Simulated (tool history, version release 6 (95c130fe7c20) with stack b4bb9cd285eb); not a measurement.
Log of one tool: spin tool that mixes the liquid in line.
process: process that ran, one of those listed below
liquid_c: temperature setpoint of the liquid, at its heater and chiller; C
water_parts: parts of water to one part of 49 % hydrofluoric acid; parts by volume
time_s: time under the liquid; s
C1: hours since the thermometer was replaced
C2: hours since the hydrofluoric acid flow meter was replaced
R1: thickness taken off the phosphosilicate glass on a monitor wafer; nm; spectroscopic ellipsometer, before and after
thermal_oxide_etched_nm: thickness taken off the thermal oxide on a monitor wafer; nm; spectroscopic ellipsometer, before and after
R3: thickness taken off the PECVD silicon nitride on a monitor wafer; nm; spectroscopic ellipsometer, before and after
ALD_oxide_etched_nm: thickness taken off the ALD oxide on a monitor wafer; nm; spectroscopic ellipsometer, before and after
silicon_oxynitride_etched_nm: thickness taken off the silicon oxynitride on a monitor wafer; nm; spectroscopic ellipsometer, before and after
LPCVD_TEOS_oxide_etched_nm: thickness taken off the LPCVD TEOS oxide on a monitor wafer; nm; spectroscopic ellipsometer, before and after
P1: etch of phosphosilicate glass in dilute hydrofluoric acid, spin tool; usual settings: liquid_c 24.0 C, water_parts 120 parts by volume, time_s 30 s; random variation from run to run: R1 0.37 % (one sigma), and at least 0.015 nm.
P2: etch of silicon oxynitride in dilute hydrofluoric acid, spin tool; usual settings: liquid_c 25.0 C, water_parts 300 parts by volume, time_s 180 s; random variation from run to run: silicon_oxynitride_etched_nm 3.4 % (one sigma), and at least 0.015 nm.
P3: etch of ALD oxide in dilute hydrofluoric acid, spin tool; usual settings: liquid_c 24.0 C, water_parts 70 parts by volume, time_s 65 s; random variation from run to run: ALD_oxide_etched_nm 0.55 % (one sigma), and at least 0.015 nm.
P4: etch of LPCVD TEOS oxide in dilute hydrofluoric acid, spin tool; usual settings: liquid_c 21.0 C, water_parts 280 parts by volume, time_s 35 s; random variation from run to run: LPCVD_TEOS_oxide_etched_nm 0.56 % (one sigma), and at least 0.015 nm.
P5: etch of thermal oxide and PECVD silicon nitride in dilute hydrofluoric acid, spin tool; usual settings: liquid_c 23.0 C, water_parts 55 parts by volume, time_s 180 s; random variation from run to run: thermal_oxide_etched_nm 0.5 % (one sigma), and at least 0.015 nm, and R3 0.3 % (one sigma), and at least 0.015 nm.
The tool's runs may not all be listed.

{"run": 1, "hour": 4.1, "process": "P1", "liquid_c": 24.0, "water_parts": 120, "time_s": 30, "C1": 1035.9, "C2": 1458.7, "R1": 14.833}
{"run": 2, "hour": 8.7, "process": "P1", "liquid_c": 24.0, "water_parts": 120, "time_s": 30, "C1": 1040.5, "C2": 1463.3, "R1": 14.843}
{"run": 3, "hour": 16.2, "process": "P5", "liquid_c": 23.0, "water_parts": 55, "time_s": 180, "C1": 1048.0, "C2": 1470.8, "thermal_oxide_etched_nm": 16.633, "R3": 13.636}
{"run": 4, "hour": 20.7, "process": "P3", "liquid_c": 24.0, "water_parts": 70, "time_s": 100, "C1": 1052.5, "C2": 1475.3, "ALD_oxide_etched_nm": 47.461}
{"run": 5, "hour": 26.0, "process": "P1", "liquid_c": 24.0, "water_parts": 120, "time_s": 30, "C1": 1057.8, "C2": 1480.6, "R1": 14.822}
{"run": 6, "hour": 32.3, "process": "P1", "liquid_c": 31.0, "water_parts": 120, "time_s": 30, "C1": 1064.1, "C2": 1486.9, "R1": 19.414}
{"run": 7, "hour": 35.7, "process": "P1", "liquid_c": 18.5, "water_parts": 120, "time_s": 45, "C1": 1067.5, "C2": 1490.3, "R1": 17.845}
{"run": 8, "hour": 40.9, "process": "P5", "liquid_c": 23.0, "water_parts": 105, "time_s": 180, "C1": 1072.7, "C2": 1495.5, "thermal_oxide_etched_nm": 8.1647, "R3": 7.2149}
{"run": 9, "hour": 47.2, "process": "P3", "liquid_c": 32.0, "water_parts": 70, "time_s": 65, "C1": 1079.0, "C2": 1501.8, "ALD_oxide_etched_nm": 42.318}
{"run": 10, "hour": 53.9, "process": "P2", "liquid_c": 25.0, "water_parts": 440, "time_s": 180, "C1": 1085.7, "C2": 1508.5, "silicon_oxynitride_etched_nm": 0.45743}
{"run": 11, "hour": 58.0, "process": "P2", "liquid_c": 18.5, "water_parts": 300, "time_s": 180, "C1": 1089.8, "C2": 1512.6, "silicon_oxynitride_etched_nm": 0.57224}
{"run": 12, "hour": 62.5, "process": "P5", "liquid_c": 17.0, "water_parts": 55, "time_s": 180, "C1": 1094.3, "C2": 1517.1, "thermal_oxide_etched_nm": 13.027, "R3": 9.0025}
{"run": 13, "hour": 68.6, "process": "P3", "liquid_c": 24.0, "water_parts": 70, "time_s": 65, "C1": 1100.4, "C2": 1523.2, "ALD_oxide_etched_nm": 31.084}
{"run": 14, "hour": 73.4, "process": "P3", "liquid_c": 24.0, "water_parts": 35, "time_s": 65, "C1": 1105.2, "C2": 1528.0, "ALD_oxide_etched_nm": 65.387}
{"run": 15, "hour": 76.8, "process": "P1", "liquid_c": 24.0, "water_parts": 120, "time_s": 30, "C1": 1108.6, "C2": 1531.4, "R1": 14.97}
{"run": 16, "hour": 82.5, "process": "P1", "liquid_c": 24.0, "water_parts": 30, "time_s": 30, "C1": 1114.3, "C2": 1537.1, "R1": 66.794}
{"run": 17, "hour": 88.4, "process": "P4", "liquid_c": 25.0, "water_parts": 280, "time_s": 35, "C1": 1120.2, "C2": 1543.0, "LPCVD_TEOS_oxide_etched_nm": 5.9128}
{"run": 18, "hour": 93.6, "process": "P1", "liquid_c": 24.0, "water_parts": 120, "time_s": 30, "C1": 1125.4, "C2": 1548.2, "R1": 14.766}
{"run": 19, "hour": 99.1, "process": "P1", "liquid_c": 24.0, "water_parts": 120, "time_s": 15, "C1": 1130.9, "C2": 1553.7, "R1": 7.4618}
{"run": 20, "hour": 103.2, "process": "P4", "liquid_c": 21.0, "water_parts": 510, "time_s": 35, "C1": 1135.0, "C2": 1557.8, "LPCVD_TEOS_oxide_etched_nm": 2.2898}
{"run": 21, "hour": 109.0, "process": "P2", "liquid_c": 25.0, "water_parts": 300, "time_s": 180, "C1": 1140.8, "C2": 1563.6, "silicon_oxynitride_etched_nm": 0.75537}
{"run": 22, "hour": 114.0, "process": "P1", "liquid_c": 18.5, "water_parts": 120, "time_s": 30, "C1": 1145.8, "C2": 1568.6, "R1": 11.852}
{"run": 23, "hour": 117.5, "process": "P1", "liquid_c": 24.0, "water_parts": 120, "time_s": 30, "C1": 1149.3, "C2": 1572.1, "R1": 14.811}
{"run": 24, "hour": 123.6, "process": "P4", "liquid_c": 21.0, "water_parts": 280, "time_s": 35, "C1": 1155.4, "C2": 1578.2, "LPCVD_TEOS_oxide_etched_nm": 5.0735}
{"run": 25, "hour": 128.9, "process": "P1", "liquid_c": 24.0, "water_parts": 120, "time_s": 50, "C1": 1160.7, "C2": 1583.5, "R1": 24.601}
{"run": 26, "hour": 134.7, "process": "P1", "liquid_c": 24.0, "water_parts": 205, "time_s": 30, "C1": 1166.5, "C2": 1589.3, "R1": 7.8906}
{"run": 27, "hour": 141.0, "process": "P2", "liquid_c": 25.0, "water_parts": 300, "time_s": 180, "C1": 1172.8, "C2": 1595.6, "silicon_oxynitride_etched_nm": 0.79626}
{"run": 28, "hour": 146.6, "process": "P5", "liquid_c": 23.0, "water_parts": 55, "time_s": 180, "C1": 1178.4, "C2": 1601.2, "thermal_oxide_etched_nm": 16.515, "R3": 13.61}
{"run": 29, "hour": 151.0, "process": "P4", "liquid_c": 21.0, "water_parts": 280, "time_s": 35, "C1": 1182.8, "C2": 1605.6, "LPCVD_TEOS_oxide_etched_nm": 5.1617}
{"run": 30, "hour": 154.8, "process": "P4", "liquid_c": 21.0, "water_parts": 280, "time_s": 15, "C1": 1186.6, "C2": 1609.4, "LPCVD_TEOS_oxide_etched_nm": 2.2282}
{"run": 31, "hour": 159.3, "process": "P5", "liquid_c": 23.0, "water_parts": 55, "time_s": 260, "C1": 1191.1, "C2": 1613.9, "thermal_oxide_etched_nm": 24.181, "R3": 19.598}
{"run": 32, "hour": 166.4, "process": "P2", "liquid_c": 25.0, "water_parts": 300, "time_s": 45, "C1": 1198.2, "C2": 1621.0, "silicon_oxynitride_etched_nm": 0.18021}
{"run": 33, "hour": 171.6, "process": "P1", "liquid_c": 24.0, "water_parts": 120, "time_s": 30, "C1": 1203.4, "C2": 1626.2, "R1": 14.76}

The next listed run, before its measurement:
{"run": 34, "hour": 177.2, "process": "P1", "liquid_c": 24.0, "water_parts": 120, "time_s": 30, "C1": 1209.0, "C2": 1631.8, "R1": "?"}

{"run 34": {"R1": 14.561}}
